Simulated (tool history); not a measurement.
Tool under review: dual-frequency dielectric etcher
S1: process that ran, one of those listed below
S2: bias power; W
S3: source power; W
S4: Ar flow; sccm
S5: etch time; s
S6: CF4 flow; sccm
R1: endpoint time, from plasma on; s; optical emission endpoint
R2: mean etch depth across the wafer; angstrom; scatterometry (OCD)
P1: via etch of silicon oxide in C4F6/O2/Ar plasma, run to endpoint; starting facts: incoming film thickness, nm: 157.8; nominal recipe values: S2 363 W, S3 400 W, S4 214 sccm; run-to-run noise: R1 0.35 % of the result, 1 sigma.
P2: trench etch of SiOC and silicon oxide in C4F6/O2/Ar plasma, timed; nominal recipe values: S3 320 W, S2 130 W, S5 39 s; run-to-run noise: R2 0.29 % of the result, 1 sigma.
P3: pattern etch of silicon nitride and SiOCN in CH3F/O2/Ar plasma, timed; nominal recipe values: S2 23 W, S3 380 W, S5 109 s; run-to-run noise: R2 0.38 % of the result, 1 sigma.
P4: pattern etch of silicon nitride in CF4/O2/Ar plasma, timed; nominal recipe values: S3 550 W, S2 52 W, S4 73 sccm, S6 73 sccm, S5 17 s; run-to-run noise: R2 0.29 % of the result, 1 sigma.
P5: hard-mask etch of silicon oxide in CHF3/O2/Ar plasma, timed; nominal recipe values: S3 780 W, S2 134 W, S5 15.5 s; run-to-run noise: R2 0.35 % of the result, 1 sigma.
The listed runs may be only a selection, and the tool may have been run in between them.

| run | hour | S1 | S2 | S3 | S4 | S5 | S6 | R1 | R2 |
|---|---|---|---|---|---|---|---|---|---|
| 1 | 5.3 | P1 | 363 | 400 | 214 |  |  | 38.262 |  |
| 2 | 11.8 | P3 | 23 | 380 |  | 109 |  |  | 144.58 |
| 3 | 16.2 | P3 | 23 | 500 |  | 109 |  |  | 159.62 |
| 4 | 20 | P3 | 23 | 380 |  | 109 |  |  | 143.61 |
| 5 | 25.2 | P5 | 105 | 780 |  | 15.5 |  |  | 282.93 |
|  | 27 | wet clean of the chamber |
| 6 | 33.3 | P4 | 38 | 550 | 73 | 17 | 73 |  | 315.38 |
| 7 | 38.8 | P1 | 363 | 400 | 214 |  |  | 38.322 |  |
| 8 | 45.3 | P5 | 134 | 500 |  | 15.5 |  |  | 256.51 |
| 9 | 51 | P1 | 363 | 400 | 163 |  |  | 37.271 |  |
| 10 | 55.8 | P2 | 130 | 320 |  | 39 |  |  | 647.12 |
| 11 | 63.3 | P1 | 363 | 400 | 214 |  |  | 38.266 |  |
| 12 | 67.6 | P1 | 363 | 300 | 214 |  |  | 43.006 |  |
| 13 | 75.2 | P4 | 52 | 550 | 73 | 23.5 | 73 |  | 488.2 |
| 14 | 79.4 | P2 | 130 | 320 |  | 24 |  |  | 400.63 |
| 15 | 86.9 | P4 | 52 | 550 | 73 | 17 | 73 |  | 353.14 |
| 16 | 91.2 | P1 | 363 | 400 | 214 |  |  | 38.347 |  |
| 17 | 98.7 | P1 | 363 | 400 | 287 |  |  | 39.749 |  |
| 18 | 107 | P1 | 363 | 400 | 214 |  |  | 38.511 |  |
| 19 | 111.2 | P1 | 220 | 400 | 214 |  |  | 45.546 |  |
| 20 | 116.4 | P1 | 278 | 530 | 214 |  |  | 37.722 |  |
| 21 | 120.9 | P5 | 134 | 780 |  | 22.5 |  |  | 443.41 |
| 22 | 129 | P2 | 130 | 390 |  | 39 |  |  | 705.04 |
| 23 | 134.4 | P4 | 52 | 550 | 73 | 17 | 73 |  | 355.04 |
| 24 | 139.6 | P1 | 467 | 400 | 214 |  |  | 34.998 |  |
| 25 | 144 | P5 | 134 | 780 |  | 15.5 |  |  | 305.53 |
| 26 | 149.4 | P3 | 23 | 380 |  | 61.5 |  |  | 82.113 |
| 27 | 155.1 | P3 | 13 | 380 |  | 109 |  |  | 114.14 |
| 28 | 159 | P4 | 52 | 550 | 58 | 17 | 73 |  | 362.77 |
| 29 | 165.9 | P5 | 134 | 780 |  | 15.5 |  |  | 305.88 |
| 30 | 172.6 | P1 | 363 | 510 | 214 |  |  | 35.004 |  |
| 31 | 177.9 | P4 | 52 | 550 | 73 | 17 | 49 |  | 336.7 |
| 32 | 184.7 | P2 | 167 | 320 |  | 39 |  |  | 705.09 |
| 33 | 192.9 | P1 | 363 | 400 | 214 |  |  | 38.272 |  |
| 34 | 198.5 | P4 | 52 | 680 | 73 | 17 | 73 |  | 423.14 |
| 35 | 203.5 | P1 | 363 | 400 | 214 |  |  | 38.239 |  |
| 36 | 207.3 | P1 | 363 | 400 | 214 |  |  | 38.709 |  |
| 37 | 214.7 | P1 | 363 | 400 | 214 |  |  | 38.58 |  |
| 38 | 221 | P1 | 363 | 400 | 214 |  |  | 38.786 |  |
| 39 | 227.5 | P1 | 363 | 400 | 214 |  |  | 38.8 |  |
| 40 | 232.4 | P1 | 363 | 400 | 214 |  |  | 38.897 |  |
| 41 | 240.5 | P1 | 363 | 400 | 214 |  |  | 39.028 |  |
| 42 | 247.9 | P1 | 363 | 400 | 214 |  |  | 38.965 |  |
|  | 249 | wet clean of the chamber |
| 43 | 252.6 | P1 | 363 | 400 | 214 |  |  | 39.097 |  |
| 44 | 258.8 | P1 | 363 | 400 | 214 |  |  | 39.103 |  |
| 45 | 266.5 | P1 | 363 | 400 | 214 |  |  | 39.257 |  |
| 46 | 274.8 | P1 | 363 | 400 | 214 |  |  | 39.111 |  |

Compared with where it was, what P1 gives has crept away. Each cause listed below fits the log as well as the rest, at the size given for it:
A: bias power that arrives under what is set, % = 4.85
B: source power that arrives under what is set, % = 4.6
At approximately hour 203.5, the process output began to creep.
All other causes, with the reason each is excluded:
chamber walls in a state that lowers the etch rate, %: serviced at hour 249, after the change had begun; the process did not return to its earlier output
Ar flow that arrives over what is set, %: 8 at the very most, moving R1 by +0.9 %, which is either too weak or the wrong sign

Which of the 4 check runs listed below separates the causes, so that each cause would produce a clearly different result? Each run uses one wafer, and its results are marked with question marks.
| check 1 | 283.1 | P4 | 52 | 550 | 73 | 17 | 73 |  | ? |
| check 2 | 283.1 | P2 | 130 | 320 |  | 39 |  |  | ? |
| check 3 | 283.1 | P3 | 23 | 380 |  | 109 |  |  | ? |
| check 4 | 283.1 | P5 | 134 | 780 |  | 15.5 |  |  | ? |

Check results expected under each cause:
| check | result | if A | if B |
|---|---|---|---|
| check 1 | R2 | 346.68 | 338.97 |
| check 2 | R2 | 640.48 | 638.04 |
| check 3 | R2 | 141.74 | 142.59 |
| check 4 | R2 | 300.22 | 299.27 |
Separation of the two closest causes in each check, using whichever result separates them best: check 1 2.25 %; check 2 0.38 %; check 3 0.6 %; check 4 0.32 %
Of the check runs offered, only check 1 discriminates between the causes; the rest would read about the same regardless of which cause applies.

With check 1 done, the readings were: R2 338.54 angstrom. Identify which of the listed causes applies.

The cause is B: source power that arrives under what is set, %.
